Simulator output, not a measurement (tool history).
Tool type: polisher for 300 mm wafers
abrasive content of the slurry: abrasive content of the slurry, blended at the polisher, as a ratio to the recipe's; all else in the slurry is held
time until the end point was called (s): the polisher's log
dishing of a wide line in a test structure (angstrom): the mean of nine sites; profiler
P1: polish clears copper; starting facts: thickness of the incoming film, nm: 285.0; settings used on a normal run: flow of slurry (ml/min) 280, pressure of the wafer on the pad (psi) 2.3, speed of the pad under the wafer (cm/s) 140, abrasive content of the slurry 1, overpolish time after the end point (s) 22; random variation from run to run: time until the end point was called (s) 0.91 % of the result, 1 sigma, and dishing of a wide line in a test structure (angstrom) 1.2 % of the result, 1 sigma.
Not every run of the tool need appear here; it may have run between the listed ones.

| run | hour | flow of slurry (ml/min) | pressure of the wafer on the pad (psi) | speed of the pad under the wafer (cm/s) | abrasive content of the slurry | overpolish time after the end point (s) | wafers polished on this pad | hours since the slurry nozzle was cleaned | hours since the head pressure was calibrated | hours since the slurry blender was calibrated | time until the end point was called (s) | dishing of a wide line in a test structure (angstrom) |
|---|---|---|---|---|---|---|---|---|---|---|---|---|
| 1 | 7.8 | 280 | 2.3 | 140 | 1 | 22 | 594 | 301.5 | 189.8 | 171.1 | 98.07 | 405.45 |
| 2 | 20.3 | 280 | 2.3 | 140 | 1 | 22 | 674 | 314 | 202.3 | 183.6 | 97.632 | 401.48 |
| 3 | 31.7 | 280 | 2.3 | 70 | 1 | 22 | 747 | 325.4 | 213.7 | 195 | 195.72 | 226.23 |
| 4 | 46.2 | 190 | 2.3 | 140 | 1 | 7 | 840 | 339.9 | 228.2 | 209.5 | 100.94 | 145.66 |
| 5 | 57.5 | 280 | 1.3 | 140 | 1 | 22 | 912 | 351.2 | 239.5 | 220.8 | 174.62 | 242.79 |
| 6 | 69.5 | 415 | 2.3 | 140 | 1 | 22 | 989 | 363.2 | 251.5 | 232.8 | 95.852 | 412.67 |
| 7 | 81.9 | 280 | 2.3 | 140 | 1.25 | 22 | 1069 | 375.6 | 263.9 | 245.2 | 92.906 | 413.48 |
| 8 | 92.1 | 280 | 2.3 | 140 | 1.4 | 41 | 1134 | 385.8 | 274.1 | 255.4 | 90.618 | 637.21 |
| 9 | 102.4 | 280 | 2.3 | 140 | 0.6 | 22 | 1200 | 396.1 | 284.4 | 265.7 | 108.75 | 369.89 |
| 10 | 113.6 | 280 | 2.3 | 140 | 1 | 42 | 1272 | 407.3 | 295.6 | 276.9 | 97.927 | 615.83 |
|  | 116.5 | slurry blender recalibrated |
| 11 | 124.4 | 280 | 2.3 | 140 | 1 | 22 | 1341 | 418.1 | 306.4 | 8 | 97.755 | 403.3 |
| 12 | 134.7 | 280 | 2.3 | 140 | 1 | 22 | 1407 | 428.4 | 316.7 | 18.3 | 97.758 | 401.12 |
| 13 | 143.1 | 280 | 2.3 | 140 | 1 | 10 | 1461 | 436.8 | 325.1 | 26.7 | 96.985 | 207.59 |
| 14 | 155 | 170 | 2.3 | 140 | 1 | 22 | 1538 | 448.7 | 337 | 38.6 | 105.56 | 390.33 |
| 15 | 163 | 280 | 3.6 | 140 | 1 | 22 | 1589 | 456.7 | 345 | 46.6 | 61.361 | 573.16 |
| 16 | 177.1 | 280 | 2.3 | 178 | 1 | 22 | 1679 | 470.8 | 359.1 | 60.7 | 75.106 | 467.98 |

Run 17 has not been measured yet. What should we expect?
| 17 | 188.4 | 280 | 2.3 | 140 | 1 | 22 | 1752 | 482.1 | 370.4 | 72 | ? | ? |

{"run 17": {"time until the end point was called (s)": 95.552, "dishing of a wide line in a test structure (angstrom)": 403.45}}

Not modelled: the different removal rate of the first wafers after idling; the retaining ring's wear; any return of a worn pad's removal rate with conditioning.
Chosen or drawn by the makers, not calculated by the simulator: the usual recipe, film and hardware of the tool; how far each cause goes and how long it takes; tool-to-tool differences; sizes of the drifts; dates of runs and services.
